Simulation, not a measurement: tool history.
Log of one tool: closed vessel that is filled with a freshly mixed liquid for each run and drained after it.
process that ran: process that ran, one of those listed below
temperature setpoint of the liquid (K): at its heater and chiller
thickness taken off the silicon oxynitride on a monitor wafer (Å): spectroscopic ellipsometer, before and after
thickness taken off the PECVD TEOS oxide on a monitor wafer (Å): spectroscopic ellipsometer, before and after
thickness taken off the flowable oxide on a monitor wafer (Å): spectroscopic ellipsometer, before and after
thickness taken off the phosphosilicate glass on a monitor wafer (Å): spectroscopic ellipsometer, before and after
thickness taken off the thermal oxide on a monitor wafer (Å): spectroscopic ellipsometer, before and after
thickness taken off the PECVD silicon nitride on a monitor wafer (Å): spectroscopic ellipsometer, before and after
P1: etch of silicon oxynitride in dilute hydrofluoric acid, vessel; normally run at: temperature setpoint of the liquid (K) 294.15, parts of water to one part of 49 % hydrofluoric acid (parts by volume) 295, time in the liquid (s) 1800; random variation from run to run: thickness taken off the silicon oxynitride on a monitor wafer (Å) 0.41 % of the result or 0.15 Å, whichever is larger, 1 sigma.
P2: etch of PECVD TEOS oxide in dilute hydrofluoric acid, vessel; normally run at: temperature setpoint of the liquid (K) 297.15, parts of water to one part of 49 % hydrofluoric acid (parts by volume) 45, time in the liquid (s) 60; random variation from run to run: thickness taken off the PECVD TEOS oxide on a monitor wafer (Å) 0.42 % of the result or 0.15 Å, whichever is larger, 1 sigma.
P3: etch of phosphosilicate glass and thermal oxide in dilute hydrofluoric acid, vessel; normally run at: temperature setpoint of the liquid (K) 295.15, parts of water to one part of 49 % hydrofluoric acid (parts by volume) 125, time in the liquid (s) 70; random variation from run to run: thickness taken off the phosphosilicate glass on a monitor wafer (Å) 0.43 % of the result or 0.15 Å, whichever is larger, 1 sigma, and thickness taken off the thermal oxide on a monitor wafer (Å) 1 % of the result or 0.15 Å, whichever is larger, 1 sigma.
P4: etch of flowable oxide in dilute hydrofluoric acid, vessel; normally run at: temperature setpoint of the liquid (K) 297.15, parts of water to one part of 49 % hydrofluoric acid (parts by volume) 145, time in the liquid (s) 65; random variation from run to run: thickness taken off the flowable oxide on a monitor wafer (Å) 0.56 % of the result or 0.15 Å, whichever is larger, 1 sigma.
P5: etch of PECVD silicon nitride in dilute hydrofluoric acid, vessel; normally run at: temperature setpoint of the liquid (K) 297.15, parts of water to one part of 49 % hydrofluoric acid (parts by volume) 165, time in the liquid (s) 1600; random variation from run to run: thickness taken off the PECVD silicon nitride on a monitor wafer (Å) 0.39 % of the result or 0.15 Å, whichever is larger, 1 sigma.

run,hour,process that ran,temperature setpoint of the liquid (K),parts of water to one part of 49 % hydrofluoric acid (parts by volume),time in the liquid (s),hours since the thermometer was replaced,hours since the hydrofluoric acid flow meter was replaced,thickness taken off the silicon oxynitride on a monitor wafer (Å),thickness taken off the PECVD TEOS oxide on a monitor wafer (Å),thickness taken off the flowable oxide on a monitor wafer (Å),thickness taken off the phosphosilicate glass on a monitor wafer (Å),thickness taken off the thermal oxide on a monitor wafer (Å),thickness taken off the PECVD silicon nitride on a monitor wafer (Å)
1,10.7,P1,294.15,295,1800,271.3,97,65.159,,,,,
2,23.9,P2,297.15,45,30,284.5,110.2,,61.147,,,,
3,38.1,P4,297.15,260,65,298.7,124.4,,,107.16,,,
4,49.5,P3,295.15,45,70,310.1,135.8,,,,1325.2,71.283,
5,59.8,P4,297.15,145,30,320.4,146.1,,,100.59,,,
6,70.6,P1,294.15,295,2985,331.2,156.9,108.75,,,,,
7,79.8,P3,290.65,125,70,340.4,166.1,,,,364.05,19.273,
8,89.1,P3,295.15,125,70,349.7,175.4,,,,436.86,23.325,
9,96.4,P5,297.15,165,3010,357,182.7,,,,,,1037.4
10,106.1,P1,294.15,295,1800,366.7,192.4,64.856,,,,,
11,116.9,P4,301.65,145,65,377.5,203.2,,,259.94,,,
12,125,P1,294.15,295,635,385.6,211.3,22.973,,,,,
13,137.1,P1,294.15,295,1800,397.7,223.4,65.286,,,,,
14,145.2,P1,290.65,105,1800,405.8,231.5,175.84,,,,,
15,157.3,P5,297.15,165,1600,417.9,243.6,,,,,,556.3
16,164.4,P2,297.15,45,60,425,250.7,,120.9,,,,
17,170.7,P3,295.15,125,135,431.3,257,,,,839.6,44.856,
18,177.8,P2,290.15,45,60,438.4,264.1,,90.093,,,,
19,185.3,P1,294.15,45,1800,445.9,271.6,508.95,,,,,
20,197.8,P1,294.15,295,1800,458.4,284.1,65.231,,,,,
21,207.4,P5,293.15,165,1600,468,293.7,,,,,,424.86
22,221.4,P4,297.15,145,65,482,307.7,,,220.89,,,
23,234.6,P1,300.15,395,1800,495.2,320.9,58.824,,,,,
24,245,P1,294.15,545,1800,505.6,331.3,30.617,,,,,
25,251.6,P1,294.15,295,1800,512.2,337.9,64.759,,,,,
26,261.8,P1,301.65,295,465,522.4,348.1,23.01,,,,,
27,269.5,P5,297.15,45,1600,530.1,355.8,,,,,,1986.1
28,278.7,P1,294.15,295,1800,539.3,365,65.569,,,,,
29,292.5,P2,297.15,20,60,553.1,378.8,,281.87,,,,
30,305.3,P2,297.15,45,60,565.9,391.6,,120.51,,,,
31,313.1,P1,300.15,295,1800,573.7,399.4,84.13,,,,,
32,326.2,P1,290.15,295,1800,586.8,412.5,54.389,,,,,
33,333,P1,294.15,295,1800,593.6,419.3,65.527,,,,,
34,339.4,P1,294.15,295,1800,600,425.7,64.031,,,,,
35,350.7,P1,294.15,295,1800,611.3,437,63.055,,,,,
36,364,P1,294.15,295,1800,624.6,450.3,61.772,,,,,
37,371.6,P1,294.15,295,1800,632.2,457.9,61.741,,,,,
38,384.9,P1,294.15,295,1800,645.5,471.2,61.33,,,,,
39,395.3,P1,294.15,295,1800,655.9,481.6,60.677,,,,,
40,406,P1,294.15,295,1800,666.6,492.3,60.748,,,,,
41,420,P1,294.15,295,1800,680.6,506.3,60.348,,,,,
42,430.7,P1,294.15,295,1800,691.3,517,60.051,,,,,
43,444.4,P1,294.15,295,1800,705,530.7,60.5,,,,,

What P1 gives has crept away from where it was. These 2 causes fit the log equally well, each at the size given:
A: hydrofluoric acid flow below the setpoint (%) = 6.25
B: liquid colder than its thermometer reads (K) = 1.73
The creep began at about hour 333.

4 check runs are offered, one wafer each, their results left as question marks. Which one tells the causes apart?
check 1,458.1,P2,297.15,45,60,,,,?,,,,
check 2,458.1,P3,295.15,125,70,,,,,,?,?,
check 3,458.1,P4,297.15,145,65,,,,,?,,,
check 4,458.1,P5,297.15,165,1600,,,,,,,,?

What each check would give under each cause:
check,result,if A,if B
check 1,thickness taken off the PECVD TEOS oxide on a monitor wafer (Å),113.05,112.66
check 2,thickness taken off the phosphosilicate glass on a monitor wafer (Å),405.09,406.99
check 2,thickness taken off the thermal oxide on a monitor wafer (Å),21.378,21.478
check 3,thickness taken off the flowable oxide on a monitor wafer (Å),202.4,204.17
check 4,thickness taken off the PECVD silicon nitride on a monitor wafer (Å),520.41,496.07
How far apart the two closest causes lie, in the result that separates them most: check 1 0.34 %; check 2 0.47 %; check 3 0.87 %; check 4 4.79 %
Check 4 tells the causes apart: in the others they would give nearly the same result.

Then check 4 was run and gave: thickness taken off the PECVD silicon nitride on a monitor wafer (Å) 497.61. Which cause is it?

It is B: liquid colder than its thermometer reads (K).
